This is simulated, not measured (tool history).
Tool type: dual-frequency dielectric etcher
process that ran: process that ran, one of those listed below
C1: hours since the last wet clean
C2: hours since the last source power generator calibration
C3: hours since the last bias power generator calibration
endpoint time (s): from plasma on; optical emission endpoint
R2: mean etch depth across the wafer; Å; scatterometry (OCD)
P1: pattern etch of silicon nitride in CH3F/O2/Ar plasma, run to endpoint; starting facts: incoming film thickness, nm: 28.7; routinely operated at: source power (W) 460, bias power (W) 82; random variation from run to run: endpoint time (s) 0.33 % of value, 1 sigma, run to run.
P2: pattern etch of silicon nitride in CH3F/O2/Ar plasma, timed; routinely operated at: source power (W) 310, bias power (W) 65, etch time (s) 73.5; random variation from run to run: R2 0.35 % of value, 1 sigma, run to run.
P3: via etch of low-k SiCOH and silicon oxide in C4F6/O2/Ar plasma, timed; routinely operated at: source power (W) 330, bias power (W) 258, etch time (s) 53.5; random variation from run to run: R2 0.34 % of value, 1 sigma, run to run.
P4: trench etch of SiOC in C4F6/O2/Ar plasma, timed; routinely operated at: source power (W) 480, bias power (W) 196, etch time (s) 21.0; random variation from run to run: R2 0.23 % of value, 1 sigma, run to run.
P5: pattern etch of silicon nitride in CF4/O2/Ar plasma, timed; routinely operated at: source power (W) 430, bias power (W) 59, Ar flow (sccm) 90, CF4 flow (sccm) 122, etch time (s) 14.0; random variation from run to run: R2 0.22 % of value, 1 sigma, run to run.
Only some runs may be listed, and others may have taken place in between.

Run 1, day 0.242: process that ran P1, source power (W) 460, bias power (W) 82; C1 282.7; C2 402.4; C3 1753.8. Result: endpoint time (s) 37.839.
Run 2, day 0.412: process that ran P3, source power (W) 410, bias power (W) 258, etch time (s) 53.5; C1 286.8; C2 406.5; C3 1757.9. Result: R2 1561.50 Å.
Run 3, day 0.654: process that ran P3, source power (W) 330, bias power (W) 342, etch time (s) 53.5; C1 292.6; C2 412.3; C3 1763.7. Result: R2 1579.50 Å.
Run 4, day 0.900: process that ran P4, source power (W) 480, bias power (W) 196, etch time (s) 21.0; C1 298.5; C2 418.2; C3 1769.6. Result: R2 477.09 Å.
Run 5, day 1.133: process that ran P5, source power (W) 430, bias power (W) 59, etch time (s) 14.0, Ar flow (sccm) 90, CF4 flow (sccm) 122; C1 304.1; C2 423.8; C3 1775.2. Result: R2 256.95 Å.
Run 6, day 1.383: process that ran P1, source power (W) 640, bias power (W) 82; C1 310.1; C2 429.8; C3 1781.2. Result: endpoint time (s) 33.333.
Run 7, day 1.683: process that ran P1, source power (W) 460, bias power (W) 111; C1 317.3; C2 437.0; C3 1788.4. Result: endpoint time (s) 34.071.
Run 8, day 1.896: process that ran P1, source power (W) 460, bias power (W) 82; C1 322.4; C2 442.1; C3 1793.5. Result: endpoint time (s) 37.703.
Run 9, day 2.042: process that ran P5, source power (W) 430, bias power (W) 59, etch time (s) 14.0, Ar flow (sccm) 90, CF4 flow (sccm) 151; C1 325.9; C2 445.6; C3 1797.0. Result: R2 261.55 Å.
Run 10, day 2.321: process that ran P5, source power (W) 430, bias power (W) 59, etch time (s) 10.5, Ar flow (sccm) 90, CF4 flow (sccm) 122; C1 332.6; C2 452.3; C3 1803.7. Result: R2 192.71 Å.
Run 11, day 2.462: process that ran P5, source power (W) 430, bias power (W) 59, etch time (s) 14.0, Ar flow (sccm) 90, CF4 flow (sccm) 122; C1 336.0; C2 455.7; C3 1807.1. Result: R2 256.09 Å.
Run 12, day 2.629: process that ran P3, source power (W) 330, bias power (W) 258, etch time (s) 39.5; C1 340.0; C2 459.7; C3 1811.1. Result: R2 1063.40 Å.
Run 13, day 2.904: process that ran P3, source power (W) 330, bias power (W) 258, etch time (s) 53.5; C1 346.6; C2 466.3; C3 1817.7. Result: R2 1448.10 Å.
Run 14, day 3.058: process that ran P1, source power (W) 460, bias power (W) 82; C1 350.3; C2 470.0; C3 1821.4. Result: endpoint time (s) 37.696.
Run 15, day 3.288: process that ran P4, source power (W) 480, bias power (W) 196, etch time (s) 30.5; C1 355.8; C2 475.5; C3 1826.9. Result: R2 691.54 Å.
Run 16, day 3.550: process that ran P1, source power (W) 590, bias power (W) 59; C1 362.1; C2 481.8; C3 1833.2. Result: endpoint time (s) 38.263.
Run 17, day 3.858: process that ran P2, source power (W) 310, bias power (W) 65, etch time (s) 73.5; C1 369.5; C2 489.2; C3 1840.6. Result: R2 447.26 Å.
Run 18, day 4.092: process that ran P4, source power (W) 310, bias power (W) 196, etch time (s) 21.0; C1 375.1; C2 494.8; C3 1846.2. Result: R2 399.90 Å.
Run 19, day 4.408: process that ran P2, source power (W) 410, bias power (W) 65, etch time (s) 73.5; C1 382.7; C2 502.4; C3 1853.8. Result: R2 495.54 Å.
Run 20, day 4.600: process that ran P1, source power (W) 460, bias power (W) 62; C1 387.3; C2 507.0; C3 1858.4. Result: endpoint time (s) 41.743.
Run 21, day 4.808: process that ran P2, source power (W) 310, bias power (W) 88, etch time (s) 73.5; C1 392.3; C2 512.0; C3 1863.4. Result: R2 494.65 Å.
Run 22, day 4.958: process that ran P3, source power (W) 330, bias power (W) 258, etch time (s) 53.5; C1 395.9; C2 515.6; C3 1867.0. Result: R2 1434.30 Å.
Run 23, day 5.258: process that ran P5, source power (W) 430, bias power (W) 59, etch time (s) 14.0, Ar flow (sccm) 65, CF4 flow (sccm) 122; C1 403.1; C2 522.8; C3 1874.2. Result: R2 264.83 Å.
At day 5.383: bias power generator calibrated.
Run 24, day 5.433: process that ran P5, source power (W) 540, bias power (W) 59, etch time (s) 14.0, Ar flow (sccm) 90, CF4 flow (sccm) 122; C1 407.3; C2 527.0; C3 1.3. Result: R2 312.43 Å.
Run 25, day 5.725: process that ran P2, source power (W) 310, bias power (W) 65, etch time (s) 101.5; C1 414.3; C2 534.0; C3 8.3. Result: R2 616.95 Å.
Run 26, day 5.958: process that ran P1, source power (W) 330, bias power (W) 82; C1 419.9; C2 539.6; C3 13.9. Result: endpoint time (s) 42.703.
Run 27, day 6.254: process that ran P5, source power (W) 430, bias power (W) 35, etch time (s) 14.0, Ar flow (sccm) 90, CF4 flow (sccm) 122; C1 427.0; C2 546.7; C3 21.0. Result: R2 213.37 Å.
Run 28, day 6.521: process that ran P4, source power (W) 480, bias power (W) 274, etch time (s) 21.0; C1 433.4; C2 553.1; C3 27.4. Result: R2 531.47 Å.
Run 29, day 6.700: process that ran P1, source power (W) 460, bias power (W) 82; C1 437.7; C2 557.4; C3 31.7. Result: endpoint time (s) 37.812.
Run 30, day 7.000: process that ran P1, source power (W) 380, bias power (W) 59; C1 444.9; C2 564.6; C3 38.9. Result: endpoint time (s) 45.495.
Run 31, day 7.246: process that ran P1, source power (W) 460, bias power (W) 82; C1 450.8; C2 570.5; C3 44.8. Result: endpoint time (s) 37.771.
Run 32, day 7.479: process that ran P1, source power (W) 460, bias power (W) 82; C1 456.4; C2 576.1; C3 50.4. Result: endpoint time (s) 38.034.
Run 33, day 7.775: process that ran P1, source power (W) 460, bias power (W) 82; C1 463.5; C2 583.2; C3 57.5. Result: endpoint time (s) 38.257.
Run 34, day 7.958: process that ran P1, source power (W) 460, bias power (W) 82; C1 467.9; C2 587.6; C3 61.9. Result: endpoint time (s) 38.215.
At day 8.258: wet clean of the chamber.
Run 35, day 8.271: process that ran P1, source power (W) 460, bias power (W) 82; C1 0.4; C2 595.1; C3 69.4. Result: endpoint time (s) 38.359.
Run 36, day 8.521: process that ran P1, source power (W) 460, bias power (W) 82; C1 6.4; C2 601.1; C3 75.4. Result: endpoint time (s) 38.509.
Run 37, day 8.762: process that ran P1, source power (W) 460, bias power (W) 82; C1 12.2; C2 606.9; C3 81.2. Result: endpoint time (s) 38.419.

What P1 gives has crept away from where it was. These 2 causes fit the log equally well, each at the size given:
A: bias power that arrives under what is set, % = 4.61
B: source power that arrives under what is set, % = 4.25
The onset of the drift is placed at about day 7.246.
Each remaining cause and why it is not a fit:
chamber walls in a state that lowers the etch rate, %: maintenance at day 8.258, after the shift began, did not return the process to its former output

Below are 4 check runs, each on a single wafer, with their results shown as question marks. Which of them would tell the listed causes apart, meaning the causes would give clearly different results under it?
Run check 1, day 9.004: process that ran P3, source power (W) 330, bias power (W) 258, etch time (s) 53.5. Result: R2 ?.
Run check 2, day 9.004: process that ran P4, source power (W) 480, bias power (W) 196, etch time (s) 21.0. Result: R2 ?.
Run check 3, day 9.004: process that ran P5, source power (W) 430, bias power (W) 59, etch time (s) 14.0, Ar flow (sccm) 90, CF4 flow (sccm) 122. Result: R2 ?.
Run check 4, day 9.004: process that ran P2, source power (W) 310, bias power (W) 65, etch time (s) 73.5. Result: R2 ?.

What every check run would give for each of its results, assuming each possible cause in turn:
  check  result     if A     if B
check 1      R2  1416.50  1416.10
check 2      R2   469.15   468.24
check 3      R2   252.34   247.32
check 4      R2   437.16   436.97
Smallest distance between any two causes, each pair judged by its most separating result, in per cent: check 1 0.03 %; check 2 0.19 %; check 3 2.01 %; check 4 0.04 %
The other checks would show nearly matching results whichever cause is true, so check 3 is the only one that separates the causes.

The results of check 3 are: R2 251.34 Å. Based on these, which of the listed causes is it?

It was cause A: bias power that arrives under what is set, %.
